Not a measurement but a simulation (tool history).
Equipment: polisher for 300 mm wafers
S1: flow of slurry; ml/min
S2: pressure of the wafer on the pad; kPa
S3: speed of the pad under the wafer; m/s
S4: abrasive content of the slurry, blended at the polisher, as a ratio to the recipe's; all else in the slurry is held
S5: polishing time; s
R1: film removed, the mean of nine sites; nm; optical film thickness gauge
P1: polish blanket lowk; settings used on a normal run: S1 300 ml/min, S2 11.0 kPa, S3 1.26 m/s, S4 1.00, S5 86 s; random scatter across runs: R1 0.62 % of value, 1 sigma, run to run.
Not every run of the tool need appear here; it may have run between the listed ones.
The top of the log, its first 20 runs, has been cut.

run 21 day=4.958 | S1=300 S2=11.0 S3=1.26 S4=1.00 S5=86 | R1=38.072
run 22 day=5.200 | S1=300 S2=11.0 S3=1.26 S4=1.00 S5=86 | R1=37.406
run 23 day=5.521 | S1=300 S2=11.0 S3=1.26 S4=1.00 S5=86 | R1=37.111
run 24 day=5.725 | S1=300 S2=11.0 S3=1.26 S4=1.00 S5=86 | R1=36.602
-- day=5.746 slurry nozzle cleaned
-- day=5.988 conditioning disc replaced and pad reconditioned
run 25 day=6.033 | S1=300 S2=11.0 S3=1.26 S4=1.00 S5=86 | R1=36.409
run 26 day=6.296 | S1=300 S2=11.0 S3=1.26 S4=1.00 S5=86 | R1=36.181
-- day=6.383 head pressure recalibrated
run 27 day=6.571 | S1=300 S2=11.0 S3=1.26 S4=1.00 S5=86 | R1=35.999
run 28 day=6.771 | S1=300 S2=11.0 S3=1.26 S4=1.00 S5=86 | R1=35.777
run 29 day=7.096 | S1=300 S2=11.0 S3=1.26 S4=1.00 S5=86 | R1=35.579
run 30 day=7.288 | S1=300 S2=11.0 S3=1.26 S4=1.00 S5=86 | R1=35.572

The next listed run, before its measurement:
run 31 day=7.592 | S1=300 S2=11.0 S3=1.26 S4=1.00 S5=86 | R1=?

R1: 35.375 nm

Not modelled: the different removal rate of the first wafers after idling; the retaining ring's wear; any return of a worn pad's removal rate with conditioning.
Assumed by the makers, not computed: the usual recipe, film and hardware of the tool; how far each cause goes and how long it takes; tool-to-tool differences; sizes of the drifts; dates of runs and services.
